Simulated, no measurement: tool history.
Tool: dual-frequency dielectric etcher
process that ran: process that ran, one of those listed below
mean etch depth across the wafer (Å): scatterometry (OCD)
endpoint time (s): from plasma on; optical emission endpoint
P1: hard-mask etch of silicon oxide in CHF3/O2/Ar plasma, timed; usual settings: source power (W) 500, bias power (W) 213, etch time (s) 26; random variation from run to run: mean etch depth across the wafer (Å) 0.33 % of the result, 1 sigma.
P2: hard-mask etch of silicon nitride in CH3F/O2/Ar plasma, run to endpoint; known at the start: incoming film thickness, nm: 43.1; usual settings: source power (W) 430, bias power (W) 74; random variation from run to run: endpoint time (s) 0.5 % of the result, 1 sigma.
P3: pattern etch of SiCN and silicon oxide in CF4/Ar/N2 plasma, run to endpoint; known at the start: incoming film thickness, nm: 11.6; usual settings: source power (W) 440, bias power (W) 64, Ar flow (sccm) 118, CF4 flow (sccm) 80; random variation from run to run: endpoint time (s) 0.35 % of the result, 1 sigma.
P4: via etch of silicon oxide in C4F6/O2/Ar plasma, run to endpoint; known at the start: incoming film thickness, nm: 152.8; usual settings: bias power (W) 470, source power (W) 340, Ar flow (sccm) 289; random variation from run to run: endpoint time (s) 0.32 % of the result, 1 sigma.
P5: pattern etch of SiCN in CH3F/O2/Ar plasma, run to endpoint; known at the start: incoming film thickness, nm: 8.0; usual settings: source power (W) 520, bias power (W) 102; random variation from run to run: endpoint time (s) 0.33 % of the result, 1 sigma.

run,hour,process that ran,source power (W),bias power (W),etch time (s),Ar flow (sccm),CF4 flow (sccm),hours since the last wet clean,hours since the last source power generator calibration,hours since the last bias power generator calibration,mean etch depth across the wafer (Å),endpoint time (s)
1,11.8,P1,500,213,26,,,83.3,653.6,2295.8,509.07,
2,22.5,P1,390,213,26,,,94,664.3,2306.5,459.68,
3,33.7,P3,440,64,,118,80,105.2,675.5,2317.7,,14.544
4,41.3,P4,340,646,,289,,112.8,683.1,2325.3,,31.656
5,52.7,P2,430,74,,,,124.2,694.5,2336.7,,60.033
6,64,P1,500,213,26,,,135.5,705.8,2348,505.68,
7,70.7,P4,340,470,,224,,142.2,712.5,2354.7,,34.905
8,76.3,P1,680,213,26,,,147.8,718.1,2360.3,568.35,
9,81.8,P1,500,213,26,,,153.3,723.6,2365.8,507.39,
10,92.8,P3,440,64,,166,80,164.3,734.6,2376.8,,15.282
11,100.9,P4,340,470,,289,,172.4,742.7,2384.9,,35.771
12,106.9,P1,500,279,26,,,178.4,748.7,2390.9,556.89,
13,116.2,P4,450,470,,289,,187.7,758,2400.2,,32.13
14,123.8,P2,290,74,,,,195.3,765.6,2407.8,,70.388
15,135.5,P3,440,64,,118,50,207,777.3,2419.5,,15.665
16,145.5,P3,310,64,,118,80,217,787.3,2429.5,,19.831
17,154.6,P1,500,213,26,,,226.1,796.4,2438.6,506.39,
18,162,P1,500,141,26,,,233.5,803.8,2446,442.24,
19,170.8,P5,520,102,,,,242.3,812.6,2454.8,,17.338
20,179.6,P1,500,213,26,,,251.1,821.4,2463.6,505.45,
21,185.7,P1,500,213,18,,,257.2,827.5,2469.7,351.68,
22,196.8,P5,520,131,,,,268.3,838.6,2480.8,,15.682
23,209.3,P1,620,162,26,,,280.8,851.1,2493.3,502.1,
24,217.9,P2,430,92,,,,289.4,859.7,2501.9,,56.832
25,225.7,P3,440,41,,118,80,297.2,867.5,2509.7,,16.753
26,237.3,P1,500,213,26,,,308.8,879.1,2521.3,503.64,
27,242.8,P1,600,295,26,,,314.3,884.6,2526.8,609.88,
28,255,P1,380,213,37.5,,,326.5,896.8,2539,660.59,
29,265.4,P5,730,102,,,,336.9,907.2,2549.4,,15.312
30,274.1,P1,500,213,26,,,345.6,915.9,2558.1,504.76,
31,284.6,P4,340,470,,289,,356.1,926.4,2568.6,,35.865
32,291.8,P1,500,213,34.5,,,363.3,933.6,2575.8,669.78,
33,302.3,P1,500,213,26,,,373.8,944.1,2586.3,505.73,
34,309.6,P1,500,213,26,,,381.1,951.4,2593.6,503.37,
35,319,P1,500,213,26,,,390.5,960.8,2603,502.87,
36,325.9,P1,500,213,26,,,397.4,967.7,2609.9,501.04,
37,332.4,P1,500,213,26,,,403.9,974.2,2616.4,500.14,
# hour 336.4: wet clean of the chamber
38,344,P1,500,213,26,,,7.6,985.8,2628,498.3,
39,353.1,P1,500,213,26,,,16.7,994.9,2637.1,499.78,
40,362.8,P1,500,213,26,,,26.4,1004.6,2646.8,495.96,
41,370.8,P1,500,213,26,,,34.4,1012.6,2654.8,501.12,
42,382.7,P1,500,213,26,,,46.3,1024.5,2666.7,497.15,
43,391,P1,500,213,26,,,54.6,1032.8,2675,500.04,
44,397,P1,500,213,26,,,60.6,1038.8,2681,497.48,

What P1 gives has crept away from where it was. These 2 causes fit the log equally well, each at the size given:
A: source power that arrives under what is set, % = 4.28
B: bias power that arrives under what is set, % = 4.61
The creep began at about hour 302.3.
Why every other cause is out:
chamber walls in a state that lowers the etch rate, %: serviced at hour 336.4, which brought nothing back

4 check runs are offered, each on 2 wafers whose results are averaged, their results left as question marks. Which one tells the causes apart?
check 1,403,P5,520,102,,,,,,,,?
check 2,403,P2,430,74,,,,,,,,?
check 3,403,P3,440,64,,118,80,,,,,?
check 4,403,P4,340,470,,289,,,,,,?

What each check would give under each cause:
check,result,if A,if B
check 1,endpoint time (s),17.561,17.584
check 2,endpoint time (s),61.461,61.431
check 3,endpoint time (s),15.094,14.749
check 4,endpoint time (s),36.353,36.405
How far apart the two closest causes lie, in the result that separates them most: check 1 0.13 %; check 2 0.05 %; check 3 2.31 %; check 4 0.14 %
Check 3 tells the causes apart: in the others they would give nearly the same result.

Then check 3 was run and gave: endpoint time (s) 15.101. Which cause is it?

It is A: source power that arrives under what is set, %.

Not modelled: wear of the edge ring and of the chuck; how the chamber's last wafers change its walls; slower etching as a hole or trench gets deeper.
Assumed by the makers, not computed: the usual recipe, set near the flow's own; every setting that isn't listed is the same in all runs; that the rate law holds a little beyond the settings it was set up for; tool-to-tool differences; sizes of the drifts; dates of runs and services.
